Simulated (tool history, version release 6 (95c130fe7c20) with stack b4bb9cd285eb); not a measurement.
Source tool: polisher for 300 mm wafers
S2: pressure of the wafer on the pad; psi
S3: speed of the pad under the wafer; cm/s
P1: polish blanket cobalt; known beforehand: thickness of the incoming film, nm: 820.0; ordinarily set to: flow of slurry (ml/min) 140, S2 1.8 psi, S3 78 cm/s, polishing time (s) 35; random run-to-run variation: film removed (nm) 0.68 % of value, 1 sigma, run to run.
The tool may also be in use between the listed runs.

Run 1, hour 10.9: flow of slurry (ml/min) 140, S2 1.8 psi, S3 78 cm/s, polishing time (s) 35. Result: film removed (nm) 149.93.
Run 2, hour 20.7: flow of slurry (ml/min) 140, S2 1.8 psi, S3 120 cm/s, polishing time (s) 35. Result: film removed (nm) 229.15.
Run 3, hour 33.5: flow of slurry (ml/min) 140, S2 0.9 psi, S3 78 cm/s, polishing time (s) 35. Result: film removed (nm) 75.536.
Run 4, hour 47.4: flow of slurry (ml/min) 205, S2 1.8 psi, S3 46 cm/s, polishing time (s) 35. Result: film removed (nm) 93.397.
Run 5, hour 61.5: flow of slurry (ml/min) 140, S2 2.7 psi, S3 78 cm/s, polishing time (s) 35. Result: film removed (nm) 225.09.
Run 6, hour 70.2: flow of slurry (ml/min) 140, S2 1.8 psi, S3 36 cm/s, polishing time (s) 35. Result: film removed (nm) 68.946.
Run 7, hour 86: flow of slurry (ml/min) 140, S2 1.8 psi, S3 78 cm/s, polishing time (s) 35. Result: film removed (nm) 150.38.
Run 8, hour 95.2: flow of slurry (ml/min) 85, S2 1.8 psi, S3 78 cm/s, polishing time (s) 35. Result: film removed (nm) 134.31.
Run 9, hour 105.3: flow of slurry (ml/min) 140, S2 1.8 psi, S3 78 cm/s, polishing time (s) 35. Result: film removed (nm) 147.56.
Run 10, hour 115.7: flow of slurry (ml/min) 140, S2 1.8 psi, S3 78 cm/s, polishing time (s) 35. Result: film removed (nm) 149.83.
Run 11, hour 128.5: flow of slurry (ml/min) 200, S2 1.8 psi, S3 78 cm/s, polishing time (s) 35. Result: film removed (nm) 159.35.
Run 12, hour 144.2: flow of slurry (ml/min) 140, S2 1.8 psi, S3 78 cm/s, polishing time (s) 35. Result: film removed (nm) 151.27.
Run 13, hour 153.5: flow of slurry (ml/min) 140, S2 1.8 psi, S3 78 cm/s, polishing time (s) 18. Result: film removed (nm) 76.867.
Run 14, hour 167.5: flow of slurry (ml/min) 140, S2 1.8 psi, S3 78 cm/s, polishing time (s) 35. Result: film removed (nm) 149.34.
Run 15, hour 179.3: flow of slurry (ml/min) 140, S2 1.8 psi, S3 78 cm/s, polishing time (s) 52. Result: film removed (nm) 224.22.
Run 16, hour 190.9: flow of slurry (ml/min) 140, S2 1.8 psi, S3 78 cm/s, polishing time (s) 35. Result: film removed (nm) 151.3.
Run 17, hour 206.6: flow of slurry (ml/min) 140, S2 1.8 psi, S3 78 cm/s, polishing time (s) 35. Result: film removed (nm) 142.53.
Run 18, hour 217: flow of slurry (ml/min) 140, S2 1.8 psi, S3 78 cm/s, polishing time (s) 35. Result: film removed (nm) 140.47.
Run 19, hour 230: flow of slurry (ml/min) 140, S2 1.8 psi, S3 78 cm/s, polishing time (s) 35. Result: film removed (nm) 136.68.
At hour 238.9: worn pad replaced by a new one.
Run 20, hour 242: flow of slurry (ml/min) 140, S2 1.8 psi, S3 78 cm/s, polishing time (s) 35. Result: film removed (nm) 135.56.
Run 21, hour 251.6: flow of slurry (ml/min) 140, S2 1.8 psi, S3 78 cm/s, polishing time (s) 35. Result: film removed (nm) 134.23.
Run 22, hour 259.6: flow of slurry (ml/min) 140, S2 1.8 psi, S3 78 cm/s, polishing time (s) 35. Result: film removed (nm) 134.1.
Run 23, hour 269.5: flow of slurry (ml/min) 140, S2 1.8 psi, S3 78 cm/s, polishing time (s) 35. Result: film removed (nm) 133.37.

The output of P1 has drifted from where it used to be. Each of the 2 causes below, taken at the size shown beside it, accounts for the log equally well:
A: head's pressure below its setpoint, % = 11
B: slurry flow missing at the pad, % = 39.4
The process output started creeping at around hour 190.9.
The rest of the possible causes, and what rules out each one:
removal rate lost through wear of the pad, %: was serviced at hour 238.9, once the creep was under way, yet the earlier output never came back

Each of the check runs listed below is run on 3 wafers and reports their average, with the results left as question marks. Pick the one under which the possible causes would lead to clearly different results.
Run check 1, hour 279.4: flow of slurry (ml/min) 140, S2 1 psi, S3 78 cm/s, polishing time (s) 24. Result: film removed (nm) ?.
Run check 2, hour 279.4: flow of slurry (ml/min) 140, S2 1.8 psi, S3 36 cm/s, polishing time (s) 35. Result: film removed (nm) ?.
Run check 3, hour 279.4: flow of slurry (ml/min) 195, S2 1.8 psi, S3 78 cm/s, polishing time (s) 35. Result: film removed (nm) ?.
Run check 4, hour 279.4: flow of slurry (ml/min) 140, S2 2.6 psi, S3 120 cm/s, polishing time (s) 35. Result: film removed (nm) ?.

Check results expected under each cause:
  check             result    if A    if B
check 1  film removed (nm)  50.896  50.917
check 2  film removed (nm)  61.662  61.688
check 3  film removed (nm)  140.78  145.15
check 4  film removed (nm)  296.89  297.02
How far apart the two closest causes lie, in the result that separates them most: check 1 0.04 %; check 2 0.04 %; check 3 3.06 %; check 4 0.04 %
Check 3 distinguishes between the causes, while the remaining checks would return nearly the same result for all of them.

Check 3 was carried out, with these results: film removed (nm) 145.19. Which of the listed causes is responsible?

It was cause B: slurry flow missing at the pad, %.
